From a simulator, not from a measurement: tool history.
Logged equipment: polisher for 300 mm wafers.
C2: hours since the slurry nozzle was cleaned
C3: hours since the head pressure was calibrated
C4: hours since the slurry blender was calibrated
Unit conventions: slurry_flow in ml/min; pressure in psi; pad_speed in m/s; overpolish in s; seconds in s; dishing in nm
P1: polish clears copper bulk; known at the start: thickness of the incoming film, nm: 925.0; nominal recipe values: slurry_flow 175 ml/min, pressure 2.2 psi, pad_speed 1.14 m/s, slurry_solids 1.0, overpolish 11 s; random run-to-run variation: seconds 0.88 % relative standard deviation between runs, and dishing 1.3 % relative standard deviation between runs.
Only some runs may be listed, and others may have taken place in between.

run 1 day=0.671 | slurry_flow=175 pressure=2.2 pad_speed=1.14 slurry_solids=1.0 overpolish=11 | wafers_polished_on_this_pad=556 C2=122.8 C3=421.2 C4=97.3 | seconds=110.700 dishing=41.305
run 2 day=1.375 | slurry_flow=175 pressure=2.2 pad_speed=0.58 slurry_solids=1.0 overpolish=11 | wafers_polished_on_this_pad=701 C2=139.7 C3=438.1 C4=114.2 | seconds=217.830 dishing=27.811
run 3 day=1.733 | slurry_flow=175 pressure=2.2 pad_speed=1.14 slurry_solids=1.0 overpolish=11 | wafers_polished_on_this_pad=774 C2=148.3 C3=446.7 C4=122.8 | seconds=108.380 dishing=42.475
run 4 day=2.108 | slurry_flow=175 pressure=2.2 pad_speed=1.14 slurry_solids=1.0 overpolish=11 | wafers_polished_on_this_pad=852 C2=157.3 C3=455.7 C4=131.8 | seconds=110.690 dishing=42.499
run 5 day=2.850 | slurry_flow=175 pressure=2.2 pad_speed=1.14 slurry_solids=1.0 overpolish=3 | wafers_polished_on_this_pad=1004 C2=175.1 C3=473.5 C4=149.6 | seconds=109.330 dishing=17.182
-- day=3.396 slurry blender recalibrated
run 6 day=3.400 | slurry_flow=175 pressure=2.2 pad_speed=0.52 slurry_solids=1.0 overpolish=19 | wafers_polished_on_this_pad=1118 C2=188.3 C3=486.7 C4=0.2 | seconds=239.260 dishing=37.423
run 7 day=3.988 | slurry_flow=175 pressure=2.2 pad_speed=1.14 slurry_solids=1.0 overpolish=11 | wafers_polished_on_this_pad=1239 C2=202.4 C3=500.8 C4=14.3 | seconds=111.720 dishing=42.875
run 8 day=4.579 | slurry_flow=175 pressure=1.0 pad_speed=0.54 slurry_solids=1.0 overpolish=11 | wafers_polished_on_this_pad=1361 C2=216.6 C3=515.0 C4=28.5 | seconds=515.280 dishing=13.667
run 9 day=4.992 | slurry_flow=175 pressure=2.2 pad_speed=1.80 slurry_solids=1.0 overpolish=11 | wafers_polished_on_this_pad=1446 C2=226.5 C3=524.9 C4=38.4 | seconds=68.796 dishing=51.458
run 10 day=5.425 | slurry_flow=175 pressure=2.2 pad_speed=1.14 slurry_solids=1.0 overpolish=20 | wafers_polished_on_this_pad=1535 C2=236.9 C3=535.3 C4=48.8 | seconds=111.200 dishing=53.063
run 11 day=5.992 | slurry_flow=235 pressure=2.2 pad_speed=1.14 slurry_solids=1.0 overpolish=11 | wafers_polished_on_this_pad=1652 C2=250.5 C3=548.9 C4=62.4 | seconds=106.110 dishing=43.358
run 12 day=6.671 | slurry_flow=105 pressure=2.2 pad_speed=1.14 slurry_solids=1.0 overpolish=11 | wafers_polished_on_this_pad=1792 C2=266.8 C3=565.2 C4=78.7 | seconds=123.710 dishing=40.478
run 13 day=7.233 | slurry_flow=175 pressure=2.2 pad_speed=1.14 slurry_solids=1.0 overpolish=11 | wafers_polished_on_this_pad=1907 C2=280.3 C3=578.7 C4=92.2 | seconds=109.400 dishing=42.470
run 14 day=7.696 | slurry_flow=175 pressure=2.2 pad_speed=1.58 slurry_solids=1.0 overpolish=16 | wafers_polished_on_this_pad=2003 C2=291.4 C3=589.8 C4=103.3 | seconds=79.199 dishing=55.561
run 15 day=8.175 | slurry_flow=175 pressure=3.3 pad_speed=1.14 slurry_solids=1.0 overpolish=11 | wafers_polished_on_this_pad=2101 C2=302.9 C3=601.3 C4=114.8 | seconds=73.492 dishing=52.422
run 16 day=8.771 | slurry_flow=175 pressure=2.2 pad_speed=1.14 slurry_solids=1.5 overpolish=11 | wafers_polished_on_this_pad=2224 C2=317.2 C3=615.6 C4=129.1 | seconds=100.340 dishing=44.148

Run 17 comes next. What will it give?
run 17 day=9.279 | slurry_flow=175 pressure=2.2 pad_speed=1.14 slurry_solids=1.0 overpolish=11 | wafers_polished_on_this_pad=2329 C2=329.4 C3=627.8 C4=141.3 | seconds=? dishing=?

seconds: 108.930 s
dishing: 42.640 nm
